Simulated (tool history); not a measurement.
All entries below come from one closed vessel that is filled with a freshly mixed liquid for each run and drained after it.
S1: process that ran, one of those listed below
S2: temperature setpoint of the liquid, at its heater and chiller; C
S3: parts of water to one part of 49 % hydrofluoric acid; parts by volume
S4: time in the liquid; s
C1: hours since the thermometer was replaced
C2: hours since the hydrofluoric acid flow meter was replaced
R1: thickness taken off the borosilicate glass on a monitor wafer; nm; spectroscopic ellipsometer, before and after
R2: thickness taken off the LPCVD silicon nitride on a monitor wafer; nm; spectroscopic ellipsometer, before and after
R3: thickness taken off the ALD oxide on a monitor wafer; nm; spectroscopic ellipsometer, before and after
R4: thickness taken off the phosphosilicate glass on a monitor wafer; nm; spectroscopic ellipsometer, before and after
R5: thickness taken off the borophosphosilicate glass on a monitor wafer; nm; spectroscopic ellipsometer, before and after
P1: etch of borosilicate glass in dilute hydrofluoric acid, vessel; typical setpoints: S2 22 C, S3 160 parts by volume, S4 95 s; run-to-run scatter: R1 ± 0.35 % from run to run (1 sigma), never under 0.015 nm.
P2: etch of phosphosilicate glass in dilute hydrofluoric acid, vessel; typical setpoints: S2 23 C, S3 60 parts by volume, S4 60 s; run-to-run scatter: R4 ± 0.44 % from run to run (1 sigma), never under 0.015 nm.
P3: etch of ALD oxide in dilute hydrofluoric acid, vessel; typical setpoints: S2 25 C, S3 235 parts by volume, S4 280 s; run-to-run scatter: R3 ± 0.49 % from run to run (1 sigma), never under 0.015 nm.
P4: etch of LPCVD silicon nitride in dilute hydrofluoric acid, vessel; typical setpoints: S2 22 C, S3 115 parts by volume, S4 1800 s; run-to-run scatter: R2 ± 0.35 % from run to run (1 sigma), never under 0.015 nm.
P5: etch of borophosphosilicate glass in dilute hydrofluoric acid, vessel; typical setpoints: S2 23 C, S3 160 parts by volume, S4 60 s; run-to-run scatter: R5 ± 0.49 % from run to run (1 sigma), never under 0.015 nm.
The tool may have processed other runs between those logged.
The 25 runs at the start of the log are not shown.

run,hour,S1,S2,S3,S4,C1,C2,R1,R2,R3,R4,R5
26,295.1,P4,22,205,1800,905.8,20.3,,4.3049,,,
27,304.7,P4,22,115,1800,915.4,29.9,,7.5778,,,
28,314.9,P5,23,160,30,925.6,40.1,,,,,6.992
29,323.9,P5,29,160,60,934.6,49.1,,,,,17.555
30,332.2,P4,22,115,30,942.9,57.4,,0.14265,,,
31,342.7,P4,22,115,1800,953.4,67.9,,7.5688,,,
32,356.4,P1,22,160,95,967.1,81.6,11.029,,,,
33,367.9,P1,22,160,95,978.6,93.1,11.309,,,,
34,376.3,P1,22,160,95,987,101.5,11.478,,,,
35,385.9,P1,22,160,95,996.6,111.1,11.539,,,,

What does the tool deliver on the next run?
36,400.2,P1,22,160,95,1010.9,125.4,?,,,,

Logged for run 36: R1 11.75 nm.

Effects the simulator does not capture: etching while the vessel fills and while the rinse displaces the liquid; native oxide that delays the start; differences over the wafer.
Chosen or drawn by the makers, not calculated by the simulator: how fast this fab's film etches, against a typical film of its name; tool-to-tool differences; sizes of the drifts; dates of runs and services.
